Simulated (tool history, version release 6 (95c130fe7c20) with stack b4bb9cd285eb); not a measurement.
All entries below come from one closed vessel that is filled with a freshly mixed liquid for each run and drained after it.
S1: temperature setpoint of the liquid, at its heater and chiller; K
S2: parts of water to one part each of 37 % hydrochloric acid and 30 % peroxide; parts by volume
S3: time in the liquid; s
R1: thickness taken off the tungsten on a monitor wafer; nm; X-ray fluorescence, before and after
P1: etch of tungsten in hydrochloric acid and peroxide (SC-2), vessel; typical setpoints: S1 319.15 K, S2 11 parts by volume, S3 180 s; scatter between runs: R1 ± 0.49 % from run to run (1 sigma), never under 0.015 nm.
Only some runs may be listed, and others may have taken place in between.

run	day	S1	S2	S3	R1
1	0.283	319.15	11	180	15.363
2	0.608	319.15	11	180	15.388
3	0.921	319.15	11	180	15.45
4	1.292	319.15	11	180	15.537
5	1.692	319.15	19	180	9.5454
6	1.888	319.15	11	285	24.524
7	2.225	319.15	11	180	15.357
8	2.417	319.15	11	180	15.517
9	2.675	308.15	11	180	7.1587
10	2.975	319.15	4	180	33.334
11	3.188	319.15	11	40	3.4367
12	3.5	333.65	11	180	40.134
13	3.825	319.15	14.5	320	21.735
14	4.175	319.15	11	180	15.546
15	4.479	319.15	11	180	15.339
16	4.867	319.15	11	180	15.008
17	5.133	319.15	11	180	14.632
18	5.5	319.15	11	180	14.412

The next listed run, before its measurement:
19	5.729	319.15	11	180	?

R1: 14.313 nm
